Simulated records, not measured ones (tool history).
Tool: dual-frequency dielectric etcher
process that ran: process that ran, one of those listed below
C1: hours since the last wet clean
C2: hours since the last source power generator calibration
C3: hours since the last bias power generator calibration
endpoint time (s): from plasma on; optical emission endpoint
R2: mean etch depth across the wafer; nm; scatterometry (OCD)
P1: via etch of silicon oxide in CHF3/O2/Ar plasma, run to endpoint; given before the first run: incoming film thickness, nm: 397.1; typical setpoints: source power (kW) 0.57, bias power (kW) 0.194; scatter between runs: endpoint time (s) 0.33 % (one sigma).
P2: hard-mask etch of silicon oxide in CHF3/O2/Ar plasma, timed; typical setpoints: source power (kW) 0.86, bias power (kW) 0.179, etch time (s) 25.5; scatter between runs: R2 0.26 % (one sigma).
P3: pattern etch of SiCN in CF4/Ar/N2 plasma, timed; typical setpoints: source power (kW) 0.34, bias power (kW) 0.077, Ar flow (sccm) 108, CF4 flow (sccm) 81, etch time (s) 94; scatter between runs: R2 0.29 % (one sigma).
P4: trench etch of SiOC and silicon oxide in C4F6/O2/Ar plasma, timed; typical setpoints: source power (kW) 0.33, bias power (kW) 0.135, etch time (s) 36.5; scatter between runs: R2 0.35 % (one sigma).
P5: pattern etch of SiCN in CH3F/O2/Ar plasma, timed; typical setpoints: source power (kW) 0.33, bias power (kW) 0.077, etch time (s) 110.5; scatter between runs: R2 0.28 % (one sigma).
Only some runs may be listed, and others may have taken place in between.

{"run": 1, "hour": 6.2, "process that ran": "P1", "source power (kW)": 0.57, "bias power (kW)": 0.194, "C1": 204.5, "C2": 3571.9, "C3": 3016.6, "endpoint time (s)": 208.5}
{"run": 2, "hour": 15.2, "process that ran": "P4", "source power (kW)": 0.33, "bias power (kW)": 0.135, "etch time (s)": 36.5, "C1": 213.5, "C2": 3580.9, "C3": 3025.6, "R2": 60.365}
{"run": 3, "hour": 24.4, "process that ran": "P4", "source power (kW)": 0.33, "bias power (kW)": 0.135, "etch time (s)": 22, "C1": 222.7, "C2": 3590.1, "C3": 3034.8, "R2": 36.545}
{"run": 4, "hour": 29.3, "process that ran": "P4", "source power (kW)": 0.33, "bias power (kW)": 0.184, "etch time (s)": 36.5, "C1": 227.6, "C2": 3595, "C3": 3039.7, "R2": 66.792}
{"run": 5, "hour": 37.7, "process that ran": "P3", "source power (kW)": 0.34, "bias power (kW)": 0.053, "etch time (s)": 94, "Ar flow (sccm)": 108, "CF4 flow (sccm)": 81, "C1": 236, "C2": 3603.4, "C3": 3048.1, "R2": 56.386}
{"hour": 41.4, "done": "source power generator calibrated"}
{"run": 6, "hour": 43.5, "process that ran": "P3", "source power (kW)": 0.34, "bias power (kW)": 0.077, "etch time (s)": 94, "Ar flow (sccm)": 108, "CF4 flow (sccm)": 114, "C1": 241.8, "C2": 2.1, "C3": 3053.9, "R2": 66.932}
{"run": 7, "hour": 52.2, "process that ran": "P1", "source power (kW)": 0.57, "bias power (kW)": 0.194, "C1": 250.5, "C2": 10.8, "C3": 3062.6, "endpoint time (s)": 207}
{"run": 8, "hour": 60.5, "process that ran": "P5", "source power (kW)": 0.33, "bias power (kW)": 0.077, "etch time (s)": 72.5, "C1": 258.8, "C2": 19.1, "C3": 3070.9, "R2": 26.203}
{"run": 9, "hour": 65.8, "process that ran": "P5", "source power (kW)": 0.33, "bias power (kW)": 0.077, "etch time (s)": 110.5, "C1": 264.1, "C2": 24.4, "C3": 3076.2, "R2": 39.813}
{"run": 10, "hour": 71.3, "process that ran": "P4", "source power (kW)": 0.22, "bias power (kW)": 0.135, "etch time (s)": 36.5, "C1": 269.6, "C2": 29.9, "C3": 3081.7, "R2": 51.122}
{"run": 11, "hour": 78.8, "process that ran": "P1", "source power (kW)": 0.57, "bias power (kW)": 0.194, "C1": 277.1, "C2": 37.4, "C3": 3089.2, "endpoint time (s)": 209.12}
{"run": 12, "hour": 87.8, "process that ran": "P2", "source power (kW)": 0.86, "bias power (kW)": 0.125, "etch time (s)": 25.5, "C1": 286.1, "C2": 46.4, "C3": 3098.2, "R2": 51.268}
{"run": 13, "hour": 92.3, "process that ran": "P5", "source power (kW)": 0.33, "bias power (kW)": 0.077, "etch time (s)": 110.5, "C1": 290.6, "C2": 50.9, "C3": 3102.7, "R2": 39.87}
{"hour": 96.4, "done": "bias power generator calibrated"}
{"run": 14, "hour": 98.8, "process that ran": "P3", "source power (kW)": 0.34, "bias power (kW)": 0.077, "etch time (s)": 94, "Ar flow (sccm)": 108, "CF4 flow (sccm)": 81, "C1": 297.1, "C2": 57.4, "C3": 2.4, "R2": 64.143}
{"run": 15, "hour": 104.5, "process that ran": "P5", "source power (kW)": 0.33, "bias power (kW)": 0.057, "etch time (s)": 110.5, "C1": 302.8, "C2": 63.1, "C3": 8.1, "R2": 36.008}
{"run": 16, "hour": 112.6, "process that ran": "P3", "source power (kW)": 0.34, "bias power (kW)": 0.077, "etch time (s)": 94, "Ar flow (sccm)": 86, "CF4 flow (sccm)": 81, "C1": 310.9, "C2": 71.2, "C3": 16.2, "R2": 65.72}
{"run": 17, "hour": 121.5, "process that ran": "P2", "source power (kW)": 0.86, "bias power (kW)": 0.179, "etch time (s)": 20, "C1": 319.8, "C2": 80.1, "C3": 25.1, "R2": 45.068}
{"run": 18, "hour": 126.9, "process that ran": "P1", "source power (kW)": 0.76, "bias power (kW)": 0.159, "C1": 325.2, "C2": 85.5, "C3": 30.5, "endpoint time (s)": 198.69}
{"run": 19, "hour": 131.8, "process that ran": "P1", "source power (kW)": 0.57, "bias power (kW)": 0.158, "C1": 330.1, "C2": 90.4, "C3": 35.4, "endpoint time (s)": 221.52}
{"run": 20, "hour": 136.3, "process that ran": "P1", "source power (kW)": 0.72, "bias power (kW)": 0.194, "C1": 334.6, "C2": 94.9, "C3": 39.9, "endpoint time (s)": 189.27}
{"run": 21, "hour": 141.5, "process that ran": "P1", "source power (kW)": 0.57, "bias power (kW)": 0.256, "C1": 339.8, "C2": 100.1, "C3": 45.1, "endpoint time (s)": 188.52}
{"run": 22, "hour": 151.2, "process that ran": "P2", "source power (kW)": 1.07, "bias power (kW)": 0.179, "etch time (s)": 25.5, "C1": 349.5, "C2": 109.8, "C3": 54.8, "R2": 62.639}
{"run": 23, "hour": 157.4, "process that ran": "P1", "source power (kW)": 0.57, "bias power (kW)": 0.194, "C1": 355.7, "C2": 116, "C3": 61, "endpoint time (s)": 206.86}
{"run": 24, "hour": 162.1, "process that ran": "P3", "source power (kW)": 0.34, "bias power (kW)": 0.077, "etch time (s)": 51.5, "Ar flow (sccm)": 108, "CF4 flow (sccm)": 81, "C1": 360.4, "C2": 120.7, "C3": 65.7, "R2": 34.925}
{"run": 25, "hour": 170.1, "process that ran": "P2", "source power (kW)": 0.86, "bias power (kW)": 0.179, "etch time (s)": 25.5, "C1": 368.4, "C2": 128.7, "C3": 73.7, "R2": 57.39}
{"run": 26, "hour": 179.4, "process that ran": "P3", "source power (kW)": 0.43, "bias power (kW)": 0.077, "etch time (s)": 94, "Ar flow (sccm)": 108, "CF4 flow (sccm)": 81, "C1": 377.7, "C2": 138, "C3": 83, "R2": 78.729}
{"run": 27, "hour": 188.1, "process that ran": "P5", "source power (kW)": 0.45, "bias power (kW)": 0.077, "etch time (s)": 110.5, "C1": 386.4, "C2": 146.7, "C3": 91.7, "R2": 44.591}
{"run": 28, "hour": 195.4, "process that ran": "P1", "source power (kW)": 0.45, "bias power (kW)": 0.194, "C1": 393.7, "C2": 154, "C3": 99, "endpoint time (s)": 227.47}
{"run": 29, "hour": 203.4, "process that ran": "P1", "source power (kW)": 0.57, "bias power (kW)": 0.194, "C1": 401.7, "C2": 162, "C3": 107, "endpoint time (s)": 207.67}
{"run": 30, "hour": 209.9, "process that ran": "P1", "source power (kW)": 0.57, "bias power (kW)": 0.194, "C1": 408.2, "C2": 168.5, "C3": 113.5, "endpoint time (s)": 209.29}
{"run": 31, "hour": 215.7, "process that ran": "P1", "source power (kW)": 0.57, "bias power (kW)": 0.194, "C1": 414, "C2": 174.3, "C3": 119.3, "endpoint time (s)": 207.47}
{"run": 32, "hour": 222.3, "process that ran": "P1", "source power (kW)": 0.57, "bias power (kW)": 0.194, "C1": 420.6, "C2": 180.9, "C3": 125.9, "endpoint time (s)": 209.51}
{"run": 33, "hour": 226.5, "process that ran": "P1", "source power (kW)": 0.57, "bias power (kW)": 0.194, "C1": 424.8, "C2": 185.1, "C3": 130.1, "endpoint time (s)": 210.91}
{"run": 34, "hour": 236.2, "process that ran": "P1", "source power (kW)": 0.57, "bias power (kW)": 0.194, "C1": 434.5, "C2": 194.8, "C3": 139.8, "endpoint time (s)": 209.86}
{"run": 35, "hour": 245.4, "process that ran": "P1", "source power (kW)": 0.57, "bias power (kW)": 0.194, "C1": 443.7, "C2": 204, "C3": 149, "endpoint time (s)": 211.88}
{"run": 36, "hour": 251.0, "process that ran": "P1", "source power (kW)": 0.57, "bias power (kW)": 0.194, "C1": 449.3, "C2": 209.6, "C3": 154.6, "endpoint time (s)": 211.65}
{"hour": 251.2, "done": "wet clean of the chamber"}
{"run": 37, "hour": 257.1, "process that ran": "P1", "source power (kW)": 0.57, "bias power (kW)": 0.194, "C1": 5.9, "C2": 215.7, "C3": 160.7, "endpoint time (s)": 210}
{"run": 38, "hour": 262.2, "process that ran": "P1", "source power (kW)": 0.57, "bias power (kW)": 0.194, "C1": 11, "C2": 220.8, "C3": 165.8, "endpoint time (s)": 209.35}
{"run": 39, "hour": 268.1, "process that ran": "P1", "source power (kW)": 0.57, "bias power (kW)": 0.194, "C1": 16.9, "C2": 226.7, "C3": 171.7, "endpoint time (s)": 210.56}
{"run": 40, "hour": 277.4, "process that ran": "P1", "source power (kW)": 0.57, "bias power (kW)": 0.194, "C1": 26.2, "C2": 236, "C3": 181, "endpoint time (s)": 211.94}

Compared with where it was, what P1 gives has crept away. Each cause listed below fits the log as well as the rest, at the size given for it:
A: source power that arrives under what is set, % = 4.21
B: bias power that arrives under what is set, % = 4.69
The process output started creeping at around hour 203.4.
Why every other cause is out:
chamber walls in a state that lowers the etch rate, %: serviced at hour 251.2, after the drift had started, without restoring the earlier output

Listed below are the offered check runs, one wafer per run, with question marks in place of results. For which of them would the causes give clearly different outcomes?
{"run": "check 1", "hour": 286.7, "process that ran": "P4", "source power (kW)": 0.33, "bias power (kW)": 0.135, "etch time (s)": 36.5, "R2": "?"}
{"run": "check 2", "hour": 286.7, "process that ran": "P3", "source power (kW)": 0.34, "bias power (kW)": 0.077, "etch time (s)": 94, "Ar flow (sccm)": 108, "CF4 flow (sccm)": 81, "R2": "?"}
{"run": "check 3", "hour": 286.7, "process that ran": "P2", "source power (kW)": 0.86, "bias power (kW)": 0.179, "etch time (s)": 25.5, "R2": "?"}
{"run": "check 4", "hour": 286.7, "process that ran": "P5", "source power (kW)": 0.33, "bias power (kW)": 0.077, "etch time (s)": 110.5, "R2": "?"}

Outcome of each check run for each possible cause:
check=check_1 result=R2 if_A=59.202 if_B=59.356
check=check_2 result=R2 if_A=61.639 if_B=62.928
check=check_3 result=R2 if_A=56.563 if_B=56.616
check=check_4 result=R2 if_A=39.3 if_B=39.247
Gap, in per cent, between the two causes that each check separates least, read from the result that separates them most: check 1 0.26 %; check 2 2.07 %; check 3 0.09 %; check 4 0.13 %
Only check 2 tells the causes apart: in the others they would give nearly the same result.

The results of check 2 are: R2 61.801 nm. Based on these, which of the listed causes is it?

The cause is A: source power that arrives under what is set, %.

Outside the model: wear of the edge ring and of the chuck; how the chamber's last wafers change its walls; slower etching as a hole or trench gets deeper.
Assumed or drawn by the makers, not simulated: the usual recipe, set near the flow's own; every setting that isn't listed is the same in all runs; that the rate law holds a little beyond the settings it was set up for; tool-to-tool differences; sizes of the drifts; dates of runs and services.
